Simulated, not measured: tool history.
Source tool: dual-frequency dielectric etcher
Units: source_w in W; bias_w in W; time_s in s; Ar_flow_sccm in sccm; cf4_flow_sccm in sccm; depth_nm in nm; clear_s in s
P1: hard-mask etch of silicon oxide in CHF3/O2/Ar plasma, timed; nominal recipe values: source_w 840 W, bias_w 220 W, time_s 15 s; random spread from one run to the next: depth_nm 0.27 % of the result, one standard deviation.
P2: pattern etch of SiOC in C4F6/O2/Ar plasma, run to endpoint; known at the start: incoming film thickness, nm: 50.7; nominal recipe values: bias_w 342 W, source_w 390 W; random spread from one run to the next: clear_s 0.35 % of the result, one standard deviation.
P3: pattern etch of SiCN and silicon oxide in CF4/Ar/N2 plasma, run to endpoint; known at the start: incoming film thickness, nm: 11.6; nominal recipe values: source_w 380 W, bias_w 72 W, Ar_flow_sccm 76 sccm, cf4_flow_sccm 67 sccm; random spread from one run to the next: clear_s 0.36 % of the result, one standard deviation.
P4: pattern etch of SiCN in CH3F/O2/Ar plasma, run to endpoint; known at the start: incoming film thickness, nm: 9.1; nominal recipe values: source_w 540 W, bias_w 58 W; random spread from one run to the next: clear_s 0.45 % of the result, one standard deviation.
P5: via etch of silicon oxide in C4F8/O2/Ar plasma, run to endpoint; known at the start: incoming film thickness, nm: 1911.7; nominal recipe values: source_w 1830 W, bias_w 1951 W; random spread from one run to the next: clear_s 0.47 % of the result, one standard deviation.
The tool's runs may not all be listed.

| run | day | process | source_w | bias_w | time_s | Ar_flow_sccm | cf4_flow_sccm | depth_nm | clear_s |
|---|---|---|---|---|---|---|---|---|---|
| 1 | 0.467 | P1 | 840 | 220 | 15 |  |  | 35.616 |  |
| 2 | 1.167 | P1 | 840 | 220 | 15 |  |  | 35.809 |  |
| 3 | 1.617 | P5 | 1830 | 1951 |  |  |  |  | 386.52 |
| 4 | 2.092 | P3 | 380 | 72 |  | 76 | 67 |  | 15.443 |
| 5 | 2.7 | P1 | 840 | 220 | 15 |  |  | 35.874 |  |
| 6 | 3.158 | P1 | 840 | 220 | 15 |  |  | 35.543 |  |
| 7 | 3.804 | P1 | 840 | 293 | 15 |  |  | 39.36 |  |
| 8 | 4.346 | P3 | 380 | 72 |  | 62 | 67 |  | 15.029 |
| 9 | 4.721 | P1 | 840 | 220 | 15 |  |  | 35.866 |  |
| 10 | 5.192 | P3 | 380 | 59 |  | 76 | 67 |  | 16.419 |
| 11 | 5.554 | P4 | 540 | 58 |  |  |  |  | 22.81 |
| 12 | 5.904 | P3 | 380 | 72 |  | 76 | 67 |  | 15.455 |
| 13 | 6.446 | P4 | 540 | 35 |  |  |  |  | 26.609 |
| 14 | 7.142 | P1 | 600 | 220 | 15 |  |  | 31.385 |  |
|  | 7.508 | wet clean of the chamber |
| 15 | 7.654 | P3 | 230 | 72 |  | 76 | 67 |  | 24.221 |
| 16 | 8.138 | P5 | 1090 | 1951 |  |  |  |  | 476.77 |
| 17 | 8.8 | P5 | 1830 | 2598 |  |  |  |  | 356.13 |
| 18 | 9.304 | P4 | 770 | 58 |  |  |  |  | 19.842 |
| 19 | 9.8 | P1 | 840 | 162 | 15 |  |  | 32.428 |  |
| 20 | 10.425 | P3 | 380 | 72 |  | 76 | 43 |  | 16.369 |
| 21 | 10.783 | P2 | 540 | 342 |  |  |  |  | 17.393 |
| 22 | 11.454 | P1 | 840 | 220 | 8 |  |  | 19.072 |  |
| 23 | 12.058 | P1 | 840 | 220 | 15 |  |  | 35.664 |  |
| 24 | 12.438 | P1 | 840 | 220 | 20 |  |  | 47.641 |  |
| 25 | 12.871 | P1 | 1150 | 220 | 15 |  |  | 40.289 |  |
| 26 | 13.325 | P1 | 620 | 163 | 15 |  |  | 28.683 |  |
| 27 | 13.8 | P4 | 540 | 58 |  |  |  |  | 23.051 |
| 28 | 14.121 | P2 | 390 | 342 |  |  |  |  | 19.676 |
| 29 | 14.438 | P2 | 390 | 238 |  |  |  |  | 22.129 |
| 30 | 14.992 | P1 | 840 | 220 | 15 |  |  | 35.686 |  |
| 31 | 15.633 | P1 | 840 | 220 | 15 |  |  | 35.537 |  |
| 32 | 16.275 | P1 | 840 | 220 | 15 |  |  | 35.368 |  |
|  | 16.754 | wet clean of the chamber |
| 33 | 16.9 | P1 | 840 | 220 | 15 |  |  | 35.119 |  |
| 34 | 17.258 | P1 | 840 | 220 | 15 |  |  | 35.236 |  |
| 35 | 17.679 | P1 | 840 | 220 | 15 |  |  | 35.286 |  |
| 36 | 18.308 | P1 | 840 | 220 | 15 |  |  | 35.298 |  |
| 37 | 18.871 | P1 | 840 | 220 | 15 |  |  | 35.193 |  |

P1 no longer gives what it gave before; its output has crept away from where it was. The following 2 causes, each at its listed size, fit the log equally well:
A: bias power that arrives under what is set, % = 4.36
B: source power that arrives under what is set, % = 3.91
Onset of the creep was near day 14.992.
All other causes, with the reason each is excluded:
chamber walls in a state that lowers the etch rate, %: serviced at day 16.754, after the change had begun; the process did not return to its earlier output

Below are 4 check runs, each averaged over 2 wafers, with their results shown as question marks. Which of them would give clearly different results depending on which cause is behind the drift?
| check 1 | 19.433 | P4 | 670 | 37 |  |  |  |  | ? |
| check 2 | 19.433 | P2 | 460 | 266 |  |  |  |  | ? |
| check 3 | 19.433 | P5 | 1220 | 1951 |  |  |  |  | ? |
| check 4 | 19.433 | P3 | 380 | 61 |  | 76 | 51 |  | ? |

Expected result of each check under each candidate cause:
| check | result | if A | if B |
|---|---|---|---|
| check 1 | clear_s | 24.403 | 24.492 |
| check 2 | clear_s | 20.441 | 20.449 |
| check 3 | clear_s | 460.39 | 461.64 |
| check 4 | clear_s | 17.274 | 17.633 |
Gap, in per cent, between the two causes that each check separates least, read from the result that separates them most: check 1 0.36 %; check 2 0.04 %; check 3 0.27 %; check 4 2.05 %
Check 4 tells the causes apart: in the others they would give nearly the same result.

After running check 4, the following was obtained: clear_s 17.689 s. Which cause does this point to?

The cause is B: source power that arrives under what is set, %.
